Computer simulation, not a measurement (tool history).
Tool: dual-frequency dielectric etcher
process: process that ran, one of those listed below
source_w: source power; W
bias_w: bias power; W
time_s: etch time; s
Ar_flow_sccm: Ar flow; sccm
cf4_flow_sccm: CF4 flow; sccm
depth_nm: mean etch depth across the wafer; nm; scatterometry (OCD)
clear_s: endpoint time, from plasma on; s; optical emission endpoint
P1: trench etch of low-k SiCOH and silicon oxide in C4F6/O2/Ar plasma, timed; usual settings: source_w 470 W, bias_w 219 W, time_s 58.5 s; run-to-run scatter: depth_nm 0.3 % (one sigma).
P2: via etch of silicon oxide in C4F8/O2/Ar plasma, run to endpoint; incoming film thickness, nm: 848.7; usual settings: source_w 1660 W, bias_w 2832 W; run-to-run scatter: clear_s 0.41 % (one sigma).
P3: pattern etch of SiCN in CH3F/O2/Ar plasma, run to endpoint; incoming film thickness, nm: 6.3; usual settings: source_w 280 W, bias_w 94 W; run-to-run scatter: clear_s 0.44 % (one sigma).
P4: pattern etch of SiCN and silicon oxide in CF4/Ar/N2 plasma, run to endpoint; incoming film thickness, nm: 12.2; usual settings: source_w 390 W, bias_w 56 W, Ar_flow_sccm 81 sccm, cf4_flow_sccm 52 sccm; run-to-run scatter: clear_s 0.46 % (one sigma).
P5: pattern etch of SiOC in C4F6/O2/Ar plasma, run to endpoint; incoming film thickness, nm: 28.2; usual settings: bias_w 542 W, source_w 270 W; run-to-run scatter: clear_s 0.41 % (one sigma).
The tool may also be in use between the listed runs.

| run | hour | process | source_w | bias_w | time_s | Ar_flow_sccm | cf4_flow_sccm | depth_nm | clear_s |
|---|---|---|---|---|---|---|---|---|---|
| 1 | 3.8 | P1 | 470 | 219 | 58.5 |  |  | 213.77 |  |
| 2 | 8.5 | P1 | 580 | 219 | 58.5 |  |  | 232.39 |  |
| 3 | 13.6 | P5 | 370 | 542 |  |  |  |  | 9.376 |
| 4 | 15.9 | P4 | 500 | 56 |  | 81 | 52 |  | 14.086 |
| 5 | 19.8 | P2 | 1660 | 2832 |  |  |  |  | 151.88 |
| 6 | 24.2 | P1 | 280 | 219 | 58.5 |  |  | 175.04 |  |
| 7 | 27.7 | P3 | 330 | 94 |  |  |  |  | 16.891 |
| 8 | 31.2 | P4 | 390 | 56 |  | 64 | 52 |  | 16.902 |
| 9 | 34.5 | P1 | 470 | 219 | 34 |  |  | 124.63 |  |
| 10 | 37 | P4 | 390 | 77 |  | 81 | 52 |  | 15.733 |
| 11 | 39.9 | P1 | 470 | 176 | 58.5 |  |  | 199.76 |  |
| 12 | 43 | P1 | 470 | 219 | 58.5 |  |  | 214.09 |  |
| 13 | 47.1 | P3 | 280 | 122 |  |  |  |  | 16.224 |
| 14 | 51.1 | P5 | 270 | 417 |  |  |  |  | 11.633 |
| 15 | 55.1 | P2 | 2100 | 2832 |  |  |  |  | 138.9 |
| 16 | 59 | P4 | 390 | 56 |  | 81 | 52 |  | 17.465 |
| 17 | 63.4 | P1 | 470 | 150 | 83.5 |  |  | 270.82 |  |
| 18 | 67.1 | P1 | 470 | 219 | 74 |  |  | 272.58 |  |
| 19 | 70.2 | P1 | 470 | 276 | 58.5 |  |  | 231.05 |  |
| 20 | 73.8 | P1 | 470 | 219 | 58.5 |  |  | 213.38 |  |
| 21 | 76.6 | P1 | 470 | 219 | 58.5 |  |  | 214.12 |  |
| 22 | 80.6 | P4 | 390 | 56 |  | 81 | 34 |  | 18.804 |
| 23 | 85.5 | P1 | 470 | 219 | 58.5 |  |  | 213.85 |  |
| 24 | 89.9 | P1 | 300 | 159 | 58.5 |  |  | 162.41 |  |
| 25 | 93.3 | P3 | 280 | 94 |  |  |  |  | 17.862 |
| 26 | 96.3 | P2 | 1660 | 2299 |  |  |  |  | 161.05 |
| 27 | 99.1 | P5 | 270 | 542 |  |  |  |  | 10.557 |
| 28 | 102.1 | P3 | 280 | 94 |  |  |  |  | 17.912 |
| 29 | 105 | P4 | 390 | 56 |  | 81 | 52 |  | 17.526 |
| 30 | 108.2 | P1 | 470 | 219 | 58.5 |  |  | 213.95 |  |
| 31 | 111.1 | P1 | 470 | 219 | 58.5 |  |  | 211.62 |  |
| 32 | 113.5 | P1 | 470 | 219 | 58.5 |  |  | 211.43 |  |
| 33 | 116.1 | P1 | 470 | 219 | 58.5 |  |  | 211.87 |  |
|  | 119.1 | wet clean of the chamber |
| 34 | 121.3 | P1 | 470 | 219 | 58.5 |  |  | 210.53 |  |
| 35 | 125.1 | P1 | 470 | 219 | 58.5 |  |  | 210.26 |  |
| 36 | 128.6 | P1 | 470 | 219 | 58.5 |  |  | 210.49 |  |
| 37 | 131.3 | P1 | 470 | 219 | 58.5 |  |  | 211.33 |  |
| 38 | 133.6 | P1 | 470 | 219 | 58.5 |  |  | 211.19 |  |

What P1 gives has crept away from where it was. These 2 causes fit the log equally well, each at the size given:
A: bias power that arrives under what is set, % = 4.77
B: source power that arrives under what is set, % = 4.01
The creep began at about hour 108.2.
Why every other cause is out:
chamber walls in a state that lowers the etch rate, %: serviced at hour 119.1, which brought nothing back

4 check runs are offered, each on 3 wafers whose results are averaged, their results left as question marks. Which one tells the causes apart?
| check 1 | 135.9 | P2 | 1660 | 2832 |  |  |  |  | ? |
| check 2 | 135.9 | P4 | 390 | 56 |  | 81 | 52 |  | ? |
| check 3 | 135.9 | P3 | 280 | 94 |  |  |  |  | ? |
| check 4 | 135.9 | P5 | 270 | 542 |  |  |  |  | ? |

What each check would give under each cause:
| check | result | if A | if B |
|---|---|---|---|
| check 1 | clear_s | 153.84 | 153.96 |
| check 2 | clear_s | 17.848 | 18.215 |
| check 3 | clear_s | 18.18 | 18.116 |
| check 4 | clear_s | 10.708 | 10.667 |
How far apart the two closest causes lie, in the result that separates them most: check 1 0.08 %; check 2 2.04 %; check 3 0.35 %; check 4 0.38 %
Check 2 tells the causes apart: in the others they would give nearly the same result.

Then check 2 was run and gave: clear_s 17.861 s. Which cause is it?

It is A: bias power that arrives under what is set, %.
